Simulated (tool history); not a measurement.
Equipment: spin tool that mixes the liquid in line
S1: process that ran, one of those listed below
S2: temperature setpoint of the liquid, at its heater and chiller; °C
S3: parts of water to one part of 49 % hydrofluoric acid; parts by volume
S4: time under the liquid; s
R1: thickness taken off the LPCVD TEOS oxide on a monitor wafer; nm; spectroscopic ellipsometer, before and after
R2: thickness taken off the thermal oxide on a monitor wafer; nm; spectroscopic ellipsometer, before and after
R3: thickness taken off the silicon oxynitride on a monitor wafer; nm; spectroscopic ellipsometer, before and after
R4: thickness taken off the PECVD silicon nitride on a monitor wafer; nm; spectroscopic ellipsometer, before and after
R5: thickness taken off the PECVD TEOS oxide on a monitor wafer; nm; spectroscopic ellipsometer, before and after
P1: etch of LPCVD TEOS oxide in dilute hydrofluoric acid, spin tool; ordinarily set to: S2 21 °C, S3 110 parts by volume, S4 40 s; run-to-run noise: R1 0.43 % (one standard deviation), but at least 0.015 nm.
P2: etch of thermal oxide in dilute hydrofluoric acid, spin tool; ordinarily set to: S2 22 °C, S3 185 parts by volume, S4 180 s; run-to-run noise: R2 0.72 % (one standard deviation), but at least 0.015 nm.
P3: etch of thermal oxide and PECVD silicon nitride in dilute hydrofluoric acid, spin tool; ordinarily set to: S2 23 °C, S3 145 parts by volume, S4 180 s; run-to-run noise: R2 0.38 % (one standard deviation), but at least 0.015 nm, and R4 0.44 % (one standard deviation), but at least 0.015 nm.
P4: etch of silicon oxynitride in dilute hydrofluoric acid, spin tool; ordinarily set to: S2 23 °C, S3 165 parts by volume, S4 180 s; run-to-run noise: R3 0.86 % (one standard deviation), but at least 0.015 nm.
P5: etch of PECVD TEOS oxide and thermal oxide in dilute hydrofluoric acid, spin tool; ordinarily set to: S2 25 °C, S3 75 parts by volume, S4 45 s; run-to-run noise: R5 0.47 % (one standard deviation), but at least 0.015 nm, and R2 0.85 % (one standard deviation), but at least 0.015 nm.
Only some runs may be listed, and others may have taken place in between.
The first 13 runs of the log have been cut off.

run	hour	S1	S2	S3	S4	R1	R2	R3	R4	R5
14	97.3	P4	17	165	180			1.8813		
15	101.2	P3	23	90	180		9.4983		10.361	
16	105.1	P1	21	110	40	18.562				
17	109.7	P3	23	145	20		0.62951		0.72193	
18	113.7	P1	21	110	40	18.575				
19	120.8	P3	23	145	180		5.5204		6.4832	
20	129.1	P5	25	75	45		3.1928			7.5851
21	135.6	P1	21	110	40	18.513				
22	141.8	P1	21	110	80	37.044				
23	145.6	P1	21	110	40	18.648				
24	150.3	P2	22	185	265		5.3948			
25	156.7	P4	23	165	180			2.4249		
26	162.6	P1	21	50	15	16.404				
27	168.3	P2	22	185	180		3.6905			
28	172.4	P1	21	190	40	9.924				

Estimate the outcome of run 29 from the log above:
29	177.6	P2	22	75	180		?			

{"run 29": {"R2": 10.166}}
